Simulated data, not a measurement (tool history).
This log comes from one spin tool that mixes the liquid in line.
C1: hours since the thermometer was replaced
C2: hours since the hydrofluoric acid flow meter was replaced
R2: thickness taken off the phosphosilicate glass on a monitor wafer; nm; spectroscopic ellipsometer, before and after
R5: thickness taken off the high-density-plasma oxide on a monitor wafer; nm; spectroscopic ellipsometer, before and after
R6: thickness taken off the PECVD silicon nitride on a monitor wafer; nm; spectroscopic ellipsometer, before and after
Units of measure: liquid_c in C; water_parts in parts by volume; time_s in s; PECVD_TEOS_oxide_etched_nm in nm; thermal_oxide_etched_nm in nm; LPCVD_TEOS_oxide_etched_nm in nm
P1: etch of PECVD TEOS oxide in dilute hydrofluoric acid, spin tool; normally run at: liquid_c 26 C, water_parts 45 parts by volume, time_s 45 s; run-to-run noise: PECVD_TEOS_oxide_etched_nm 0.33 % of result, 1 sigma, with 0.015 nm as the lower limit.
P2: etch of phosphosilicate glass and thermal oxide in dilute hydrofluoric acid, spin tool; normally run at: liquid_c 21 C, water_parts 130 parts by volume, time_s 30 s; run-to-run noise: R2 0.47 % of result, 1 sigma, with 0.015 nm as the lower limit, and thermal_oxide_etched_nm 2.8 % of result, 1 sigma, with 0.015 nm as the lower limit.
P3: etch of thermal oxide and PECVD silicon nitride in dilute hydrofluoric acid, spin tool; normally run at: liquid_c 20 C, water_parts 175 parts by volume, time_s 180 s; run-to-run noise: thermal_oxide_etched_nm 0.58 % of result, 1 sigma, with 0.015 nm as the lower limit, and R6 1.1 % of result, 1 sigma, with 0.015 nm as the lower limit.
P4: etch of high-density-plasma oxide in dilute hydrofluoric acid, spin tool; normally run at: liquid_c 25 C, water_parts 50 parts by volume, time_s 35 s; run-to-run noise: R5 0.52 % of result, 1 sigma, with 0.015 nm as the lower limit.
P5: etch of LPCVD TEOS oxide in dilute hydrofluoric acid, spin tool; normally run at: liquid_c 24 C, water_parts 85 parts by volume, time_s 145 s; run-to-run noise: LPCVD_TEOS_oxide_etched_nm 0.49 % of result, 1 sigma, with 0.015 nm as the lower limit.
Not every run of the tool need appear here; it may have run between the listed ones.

run 1 hour=11.8 | process=P1 liquid_c=26 water_parts=45 time_s=45 | C1=456.7 C2=780.3 | PECVD_TEOS_oxide_etched_nm=12.384
run 2 hour=19.1 | process=P1 liquid_c=21.5 water_parts=20 time_s=45 | C1=464 C2=787.6 | PECVD_TEOS_oxide_etched_nm=24.021
run 3 hour=27.2 | process=P2 liquid_c=21 water_parts=25 time_s=30 | C1=472.1 C2=795.7 | R2=154.62 thermal_oxide_etched_nm=5.3578
run 4 hour=38.7 | process=P5 liquid_c=24 water_parts=40 time_s=145 | C1=483.6 C2=807.2 | LPCVD_TEOS_oxide_etched_nm=88.637
run 5 hour=47.3 | process=P5 liquid_c=24 water_parts=85 time_s=145 | C1=492.2 C2=815.8 | LPCVD_TEOS_oxide_etched_nm=39.19
run 6 hour=56.7 | process=P2 liquid_c=17 water_parts=130 time_s=30 | C1=501.6 C2=825.2 | R2=22.263 thermal_oxide_etched_nm=0.78285
run 7 hour=66.4 | process=P4 liquid_c=25 water_parts=50 time_s=35 | C1=511.3 C2=834.9 | R5=4.2894
run 8 hour=72.9 | process=P3 liquid_c=20 water_parts=175 time_s=180 | C1=517.8 C2=841.4 | thermal_oxide_etched_nm=4.0317 R6=2.0629
run 9 hour=79.7 | process=P1 liquid_c=26 water_parts=45 time_s=45 | C1=524.6 C2=848.2 | PECVD_TEOS_oxide_etched_nm=12.364
run 10 hour=85.7 | process=P5 liquid_c=24 water_parts=85 time_s=280 | C1=530.6 C2=854.2 | LPCVD_TEOS_oxide_etched_nm=74.939
run 11 hour=92 | process=P1 liquid_c=26 water_parts=20 time_s=45 | C1=536.9 C2=860.5 | PECVD_TEOS_oxide_etched_nm=29.044
run 12 hour=100.2 | process=P1 liquid_c=26 water_parts=45 time_s=20 | C1=545.1 C2=868.7 | PECVD_TEOS_oxide_etched_nm=5.5196
run 13 hour=109.5 | process=P1 liquid_c=26 water_parts=45 time_s=45 | C1=554.4 C2=878 | PECVD_TEOS_oxide_etched_nm=12.464
run 14 hour=118.1 | process=P3 liquid_c=20 water_parts=175 time_s=305 | C1=563 C2=886.6 | thermal_oxide_etched_nm=6.8063 R6=3.5454
run 15 hour=126.7 | process=P1 liquid_c=34 water_parts=45 time_s=45 | C1=571.6 C2=895.2 | PECVD_TEOS_oxide_etched_nm=16.935
run 16 hour=139.5 | process=P5 liquid_c=30 water_parts=85 time_s=145 | C1=584.4 C2=908 | LPCVD_TEOS_oxide_etched_nm=49.403
run 17 hour=148.8 | process=P1 liquid_c=26 water_parts=45 time_s=45 | C1=593.7 C2=917.3 | PECVD_TEOS_oxide_etched_nm=12.455
run 18 hour=155.4 | process=P3 liquid_c=17 water_parts=175 time_s=180 | C1=600.3 C2=923.9 | thermal_oxide_etched_nm=3.5178 R6=1.7142
run 19 hour=162 | process=P1 liquid_c=26 water_parts=60 time_s=45 | C1=606.9 C2=930.5 | PECVD_TEOS_oxide_etched_nm=9.1576
run 20 hour=172.9 | process=P4 liquid_c=25 water_parts=50 time_s=65 | C1=617.8 C2=941.4 | R5=8.008
run 21 hour=183.5 | process=P4 liquid_c=25 water_parts=20 time_s=35 | C1=628.4 C2=952 | R5=11.145
run 22 hour=189.5 | process=P3 liquid_c=20 water_parts=325 time_s=180 | C1=634.4 C2=958 | thermal_oxide_etched_nm=1.8387 R6=1.1439
run 23 hour=199.9 | process=P5 liquid_c=24 water_parts=85 time_s=145 | C1=644.8 C2=968.4 | LPCVD_TEOS_oxide_etched_nm=38.887
run 24 hour=211 | process=P1 liquid_c=26 water_parts=45 time_s=85 | C1=655.9 C2=979.5 | PECVD_TEOS_oxide_etched_nm=23.356
run 25 hour=219.7 | process=P2 liquid_c=21 water_parts=130 time_s=30 | C1=664.6 C2=988.2 | R2=26.051 thermal_oxide_etched_nm=0.90648
run 26 hour=232.2 | process=P2 liquid_c=21 water_parts=130 time_s=60 | C1=677.1 C2=1000.7 | R2=52.466 thermal_oxide_etched_nm=1.7331
run 27 hour=239.9 | process=P1 liquid_c=20.5 water_parts=45 time_s=45 | C1=684.8 C2=1008.4 | PECVD_TEOS_oxide_etched_nm=9.8695
run 28 hour=250.8 | process=P3 liquid_c=20 water_parts=175 time_s=180 | C1=695.7 C2=1019.3 | thermal_oxide_etched_nm=4.0081 R6=2.0491
run 29 hour=259.8 | process=P4 liquid_c=18 water_parts=50 time_s=35 | C1=704.7 C2=1028.3 | R5=3.2201
run 30 hour=270.3 | process=P1 liquid_c=26 water_parts=45 time_s=45 | C1=715.2 C2=1038.8 | PECVD_TEOS_oxide_etched_nm=12.391
run 31 hour=278.1 | process=P1 liquid_c=26 water_parts=45 time_s=45 | C1=723 C2=1046.6 | PECVD_TEOS_oxide_etched_nm=12.42
run 32 hour=287.3 | process=P4 liquid_c=25 water_parts=50 time_s=35 | C1=732.2 C2=1055.8 | R5=4.2588
run 33 hour=295.2 | process=P1 liquid_c=26 water_parts=45 time_s=45 | C1=740.1 C2=1063.7 | PECVD_TEOS_oxide_etched_nm=12.457
run 34 hour=307.9 | process=P1 liquid_c=26 water_parts=45 time_s=45 | C1=752.8 C2=1076.4 | PECVD_TEOS_oxide_etched_nm=12.847
run 35 hour=317.5 | process=P1 liquid_c=26 water_parts=45 time_s=45 | C1=762.4 C2=1086 | PECVD_TEOS_oxide_etched_nm=13.035
run 36 hour=327.6 | process=P1 liquid_c=26 water_parts=45 time_s=45 | C1=772.5 C2=1096.1 | PECVD_TEOS_oxide_etched_nm=13.185
run 37 hour=341.1 | process=P1 liquid_c=26 water_parts=45 time_s=45 | C1=786 C2=1109.6 | PECVD_TEOS_oxide_etched_nm=13.444
run 38 hour=350 | process=P1 liquid_c=26 water_parts=45 time_s=45 | C1=794.9 C2=1118.5 | PECVD_TEOS_oxide_etched_nm=13.431
run 39 hour=359.3 | process=P1 liquid_c=26 water_parts=45 time_s=45 | C1=804.2 C2=1127.8 | PECVD_TEOS_oxide_etched_nm=13.43
run 40 hour=366 | process=P1 liquid_c=26 water_parts=45 time_s=45 | C1=810.9 C2=1134.5 | PECVD_TEOS_oxide_etched_nm=13.524
run 41 hour=377.4 | process=P1 liquid_c=26 water_parts=45 time_s=45 | C1=822.3 C2=1145.9 | PECVD_TEOS_oxide_etched_nm=13.505
run 42 hour=385.8 | process=P1 liquid_c=26 water_parts=45 time_s=45 | C1=830.7 C2=1154.3 | PECVD_TEOS_oxide_etched_nm=13.504
run 43 hour=397 | process=P1 liquid_c=26 water_parts=45 time_s=45 | C1=841.9 C2=1165.5 | PECVD_TEOS_oxide_etched_nm=13.52
run 44 hour=406.1 | process=P1 liquid_c=26 water_parts=45 time_s=45 | C1=851 C2=1174.6 | PECVD_TEOS_oxide_etched_nm=13.505

The log shows P1 creeping away from where it was. Any of the 2 causes listed here, at the size stated for it, fits the log just as well as the others:
A: liquid hotter than its thermometer reads (K) = 2.1
B: hydrofluoric acid flow above the setpoint (%) = 8.26
The creep began at about hour 295.2.

Which of the 4 check runs listed below, each an average over 5 wafers with its results shown as question marks, gives clearly different results under the different listed causes?
run check 1 hour=415.2 | process=P4 liquid_c=25 water_parts=20 time_s=60 | R5=?
run check 2 hour=415.2 | process=P5 liquid_c=24 water_parts=85 time_s=270 | LPCVD_TEOS_oxide_etched_nm=?
run check 3 hour=415.2 | process=P2 liquid_c=21 water_parts=85 time_s=30 | R2=? thermal_oxide_etched_nm=?
run check 4 hour=415.2 | process=P3 liquid_c=17 water_parts=320 time_s=180 | thermal_oxide_etched_nm=? R6=?

Check results expected under each cause:
check=check_1 result=R5 if_A=20.86 if_B=20.743
check=check_2 result=LPCVD_TEOS_oxide_etched_nm if_A=79.164 if_B=79.503
check=check_3 result=R2 if_A=45.989 if_B=46.058
check=check_3 result=thermal_oxide_etched_nm if_A=1.604 if_B=1.6064
check=check_4 result=thermal_oxide_etched_nm if_A=1.8388 if_B=1.8796
check=check_4 result=R6 if_A=1.0957 if_B=1.032
Per-check spread between the two closest causes, in the result where they differ most: check 1 0.56 %; check 2 0.43 %; check 3 0.15 %; check 4 5.99 %
The other checks would show nearly matching results whichever cause is true, so check 4 is the only one that separates the causes.

Check 4 has now been run. It gave: thermal_oxide_etched_nm 1.8736 nm; R6 1.0265 nm. Which of the candidate causes is it?

It is B: hydrofluoric acid flow above the setpoint (%).
